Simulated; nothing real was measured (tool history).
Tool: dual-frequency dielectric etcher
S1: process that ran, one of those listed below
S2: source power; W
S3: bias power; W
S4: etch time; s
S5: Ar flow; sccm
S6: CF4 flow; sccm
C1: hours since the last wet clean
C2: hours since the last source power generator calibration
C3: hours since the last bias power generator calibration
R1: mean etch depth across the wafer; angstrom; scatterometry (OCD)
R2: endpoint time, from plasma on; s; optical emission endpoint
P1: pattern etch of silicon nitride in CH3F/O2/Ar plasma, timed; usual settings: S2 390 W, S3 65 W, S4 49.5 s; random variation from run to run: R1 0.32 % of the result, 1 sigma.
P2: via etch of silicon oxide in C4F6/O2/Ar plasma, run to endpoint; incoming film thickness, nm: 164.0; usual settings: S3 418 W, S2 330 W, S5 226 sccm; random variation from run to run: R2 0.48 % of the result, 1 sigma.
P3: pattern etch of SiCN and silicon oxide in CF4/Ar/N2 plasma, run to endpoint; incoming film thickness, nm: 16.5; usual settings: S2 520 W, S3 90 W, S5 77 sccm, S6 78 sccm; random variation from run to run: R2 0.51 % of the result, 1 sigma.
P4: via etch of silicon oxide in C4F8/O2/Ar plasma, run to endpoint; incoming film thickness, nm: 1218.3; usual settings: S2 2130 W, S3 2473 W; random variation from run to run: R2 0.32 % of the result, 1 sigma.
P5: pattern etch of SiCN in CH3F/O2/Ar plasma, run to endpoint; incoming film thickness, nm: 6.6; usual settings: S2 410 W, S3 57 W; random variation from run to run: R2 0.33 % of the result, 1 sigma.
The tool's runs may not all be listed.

| run | hour | S1 | S2 | S3 | S4 | S5 | S6 | C1 | C2 | C3 | R1 | R2 |
|---|---|---|---|---|---|---|---|---|---|---|---|---|
| 1 | 9.8 | P1 | 390 | 65 | 49.5 |  |  | 273.8 | 1685.2 | 2839.4 | 334.08 |  |
| 2 | 18.6 | P3 | 520 | 62 |  | 77 | 78 | 282.6 | 1694 | 2848.2 |  | 16.331 |
| 3 | 29.5 | P1 | 390 | 65 | 49.5 |  |  | 293.5 | 1704.9 | 2859.1 | 333.91 |  |
| 4 | 42.7 | P2 | 330 | 276 |  | 226 |  | 306.7 | 1718.1 | 2872.3 |  | 45.567 |
| 5 | 53.2 | P3 | 520 | 90 |  | 77 | 55 | 317.2 | 1728.6 | 2882.8 |  | 15.005 |
| 6 | 64.1 | P1 | 390 | 65 | 49.5 |  |  | 328.1 | 1739.5 | 2893.7 | 332.57 |  |
| 7 | 78.3 | P3 | 520 | 90 |  | 77 | 78 | 342.3 | 1753.7 | 2907.9 |  | 14.165 |
| 8 | 89.8 | P5 | 410 | 34 |  |  |  | 353.8 | 1765.2 | 2919.4 |  | 22.246 |
| 9 | 97.5 | P1 | 540 | 65 | 49.5 |  |  | 361.5 | 1772.9 | 2927.1 | 379.12 |  |
| 10 | 108.3 | P1 | 250 | 65 | 49.5 |  |  | 372.3 | 1783.7 | 2937.9 | 281.41 |  |
| 11 | 114.7 | P1 | 390 | 82 | 49.5 |  |  | 378.7 | 1790.1 | 2944.3 | 361.49 |  |
| 12 | 122.9 | P2 | 330 | 418 |  | 226 |  | 386.9 | 1798.3 | 2952.5 |  | 39.729 |
| 13 | 131.5 | P1 | 510 | 47 | 49.5 |  |  | 395.5 | 1806.9 | 2961.1 | 334.29 |  |
| 14 | 142.9 | P1 | 390 | 65 | 38.5 |  |  | 406.9 | 1818.3 | 2972.5 | 259.97 |  |
| 15 | 155.8 | P4 | 2130 | 1631 |  |  |  | 419.8 | 1831.2 | 2985.4 |  | 247.79 |
| 16 | 165.7 | P3 | 520 | 90 |  | 99 | 78 | 429.7 | 1841.1 | 2995.3 |  | 14.862 |
| 17 | 178.2 | P2 | 420 | 418 |  | 226 |  | 442.2 | 1853.6 | 3007.8 |  | 35.926 |
| 18 | 190 | P1 | 390 | 65 | 49.5 |  |  | 454 | 1865.4 | 3019.6 | 336.21 |  |
| 19 | 200.4 | P1 | 390 | 46 | 49.5 |  |  | 464.4 | 1875.8 | 3030 | 297.96 |  |
| 20 | 209.5 | P1 | 390 | 65 | 64.5 |  |  | 473.5 | 1884.9 | 3039.1 | 438.07 |  |
| 21 | 216 | P3 | 710 | 90 |  | 77 | 78 | 480 | 1891.4 | 3045.6 |  | 10.929 |
| 22 | 226.7 | P2 | 330 | 418 |  | 226 |  | 490.7 | 1902.1 | 3056.3 |  | 39.663 |
| 23 | 234.9 | P1 | 500 | 65 | 72.5 |  |  | 498.9 | 1910.3 | 3064.5 | 538.31 |  |
| 24 | 245.9 | P5 | 560 | 57 |  |  |  | 509.9 | 1921.3 | 3075.5 |  | 16.785 |
| 25 | 259.3 | P5 | 410 | 57 |  |  |  | 523.3 | 1934.7 | 3088.9 |  | 18.953 |
| 26 | 271.8 | P2 | 330 | 418 |  | 310 |  | 535.8 | 1947.2 | 3101.4 |  | 41.155 |
| 27 | 285.5 | P4 | 1690 | 2473 |  |  |  | 549.5 | 1960.9 | 3115.1 |  | 242.29 |
| 28 | 293.7 | P4 | 2130 | 2473 |  |  |  | 557.7 | 1969.1 | 3123.3 |  | 221.03 |
| 29 | 308.2 | P3 | 520 | 90 |  | 77 | 78 | 572.2 | 1983.6 | 3137.8 |  | 14.312 |
| 30 | 321.5 | P1 | 390 | 65 | 49.5 |  |  | 585.5 | 1996.9 | 3151.1 | 333.54 |  |
| 31 | 333 | P1 | 390 | 65 | 49.5 |  |  | 597 | 2008.4 | 3162.6 | 330.35 |  |
| 32 | 340.1 | P1 | 390 | 65 | 49.5 |  |  | 604.1 | 2015.5 | 3169.7 | 331.34 |  |
| 33 | 348.3 | P1 | 390 | 65 | 49.5 |  |  | 612.3 | 2023.7 | 3177.9 | 328 |  |
| 34 | 360.1 | P1 | 390 | 65 | 49.5 |  |  | 624.1 | 2035.5 | 3189.7 | 330.54 |  |
|  | 368.9 | wet clean of the chamber |
| 35 | 370.3 | P1 | 390 | 65 | 49.5 |  |  | 1.4 | 2045.7 | 3199.9 | 328.5 |  |
| 36 | 379.2 | P1 | 390 | 65 | 49.5 |  |  | 10.3 | 2054.6 | 3208.8 | 327.87 |  |
| 37 | 391 | P1 | 390 | 65 | 49.5 |  |  | 22.1 | 2066.4 | 3220.6 | 327.89 |  |
| 38 | 400.9 | P1 | 390 | 65 | 49.5 |  |  | 32 | 2076.3 | 3230.5 | 328.55 |  |
| 39 | 411.6 | P1 | 390 | 65 | 49.5 |  |  | 42.7 | 2087 | 3241.2 | 328.17 |  |

What P1 gives has crept away from where it was. These 2 causes fit the log equally well, each at the size given:
A: bias power that arrives under what is set, % = 4.74
B: source power that arrives under what is set, % = 4.16
The creep began at about hour 321.5.
Why every other cause is out:
chamber walls in a state that lowers the etch rate, %: serviced at hour 368.9, which brought nothing back

4 check runs are offered, each on 3 wafers whose results are averaged, their results left as question marks. Which one tells the causes apart?
| check 1 | 422.3 | P4 | 2130 | 1831 |  |  |  |  |  |  |  | ? |
| check 2 | 422.3 | P2 | 330 | 285 |  | 310 |  |  |  |  |  | ? |
| check 3 | 422.3 | P3 | 520 | 90 |  | 98 | 78 |  |  |  |  | ? |
| check 4 | 422.3 | P5 | 480 | 47 |  |  |  |  |  |  |  | ? |

What each check would give under each cause:
| check | result | if A | if B |
|---|---|---|---|
| check 1 | R2 | 244.15 | 245.03 |
| check 2 | R2 | 48.015 | 47.984 |
| check 3 | R2 | 15.087 | 15.404 |
| check 4 | R2 | 19.229 | 19.257 |
How far apart the two closest causes lie, in the result that separates them most: check 1 0.36 %; check 2 0.07 %; check 3 2.08 %; check 4 0.15 %
Only check 3 tells the causes apart: in the others they would give nearly the same result.

Then check 3 was run and gave: R2 15.072 s. Which cause is it?

It is A: bias power that arrives under what is set, %.
